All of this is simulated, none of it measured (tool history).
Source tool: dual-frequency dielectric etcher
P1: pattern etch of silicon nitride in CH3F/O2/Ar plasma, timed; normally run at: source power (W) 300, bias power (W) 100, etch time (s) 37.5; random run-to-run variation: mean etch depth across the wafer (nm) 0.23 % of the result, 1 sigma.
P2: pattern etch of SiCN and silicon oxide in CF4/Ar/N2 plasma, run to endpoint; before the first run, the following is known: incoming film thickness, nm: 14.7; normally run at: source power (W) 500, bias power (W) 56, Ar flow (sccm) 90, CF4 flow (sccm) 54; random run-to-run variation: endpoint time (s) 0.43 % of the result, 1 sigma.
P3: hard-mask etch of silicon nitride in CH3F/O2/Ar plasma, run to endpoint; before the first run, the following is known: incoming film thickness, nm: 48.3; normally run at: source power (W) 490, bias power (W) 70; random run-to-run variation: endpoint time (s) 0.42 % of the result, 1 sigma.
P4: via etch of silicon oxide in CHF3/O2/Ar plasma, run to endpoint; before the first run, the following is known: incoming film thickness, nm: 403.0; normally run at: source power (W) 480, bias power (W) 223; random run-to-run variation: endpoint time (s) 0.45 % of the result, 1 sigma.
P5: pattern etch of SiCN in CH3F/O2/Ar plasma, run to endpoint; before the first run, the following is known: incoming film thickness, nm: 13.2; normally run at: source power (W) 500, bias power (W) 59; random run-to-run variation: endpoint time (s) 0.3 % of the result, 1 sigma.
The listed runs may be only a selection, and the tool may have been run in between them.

| run | hour | process that ran | source power (W) | bias power (W) | etch time (s) | Ar flow (sccm) | CF4 flow (sccm) | hours since the last wet clean | hours since the last source power generator calibration | hours since the last bias power generator calibration | mean etch depth across the wafer (nm) | endpoint time (s) |
|---|---|---|---|---|---|---|---|---|---|---|---|---|
| 1 | 9.3 | P1 | 300 | 100 | 37.5 |  |  | 283.9 | 458.2 | 1132.5 | 26.987 |  |
| 2 | 24.5 | P1 | 300 | 100 | 37.5 |  |  | 299.1 | 473.4 | 1147.7 | 26.882 |  |
| 3 | 37.3 | P1 | 190 | 100 | 37.5 |  |  | 311.9 | 486.2 | 1160.5 | 22.794 |  |
| 4 | 52.6 | P1 | 370 | 100 | 37.5 |  |  | 327.2 | 501.5 | 1175.8 | 29.132 |  |
| 5 | 64.1 | P5 | 500 | 59 |  |  |  | 338.7 | 513.0 | 1187.3 |  | 35.740 |
| 6 | 73.4 | P4 | 660 | 223 |  |  |  | 348.0 | 522.3 | 1196.6 |  | 176.920 |
| 7 | 80.9 | P4 | 480 | 152 |  |  |  | 355.5 | 529.8 | 1204.1 |  | 230.010 |
| 8 | 92.7 | P2 | 500 | 56 |  | 90 | 42 | 367.3 | 541.6 | 1215.9 |  | 18.866 |
| 9 | 104.7 | P3 | 490 | 70 |  |  |  | 379.3 | 553.6 | 1227.9 |  | 63.288 |
| 10 | 116.1 | P1 | 300 | 100 | 24.5 |  |  | 390.7 | 565.0 | 1239.3 | 17.670 |  |
| 11 | 128.2 | P1 | 300 | 100 | 37.5 |  |  | 402.8 | 577.1 | 1251.4 | 27.101 |  |
| 12 | 143.1 | P5 | 500 | 42 |  |  |  | 417.7 | 592.0 | 1266.3 |  | 39.763 |
| 13 | 153.3 | P1 | 300 | 68 | 37.5 |  |  | 427.9 | 602.2 | 1276.5 | 23.492 |  |
| 14 | 163.5 | P2 | 500 | 56 |  | 122 | 54 | 438.1 | 612.4 | 1286.7 |  | 19.172 |
| 15 | 172.5 | P1 | 300 | 100 | 37.5 |  |  | 447.1 | 621.4 | 1295.7 | 27.064 |  |
| 16 | 184.6 | P2 | 500 | 56 |  | 90 | 54 | 459.2 | 633.5 | 1307.8 |  | 18.173 |
| 17 | 194.2 | P1 | 380 | 100 | 29.5 |  |  | 468.8 | 643.1 | 1317.4 | 23.164 |  |
| 18 | 208.1 | P1 | 300 | 100 | 37.5 |  |  | 482.7 | 657.0 | 1331.3 | 27.080 |  |
| 19 | 218.1 | P4 | 480 | 223 |  |  |  | 492.7 | 667.0 | 1341.3 |  | 200.060 |
| 20 | 232.2 | P2 | 320 | 56 |  | 90 | 54 | 506.8 | 681.1 | 1355.4 |  | 26.784 |

Run 21 is up next; what results do you expect?
| 21 | 241.9 | P5 | 500 | 59 |  |  |  | 516.5 | 690.8 | 1365.1 |  | ? |

endpoint time (s): 35.751

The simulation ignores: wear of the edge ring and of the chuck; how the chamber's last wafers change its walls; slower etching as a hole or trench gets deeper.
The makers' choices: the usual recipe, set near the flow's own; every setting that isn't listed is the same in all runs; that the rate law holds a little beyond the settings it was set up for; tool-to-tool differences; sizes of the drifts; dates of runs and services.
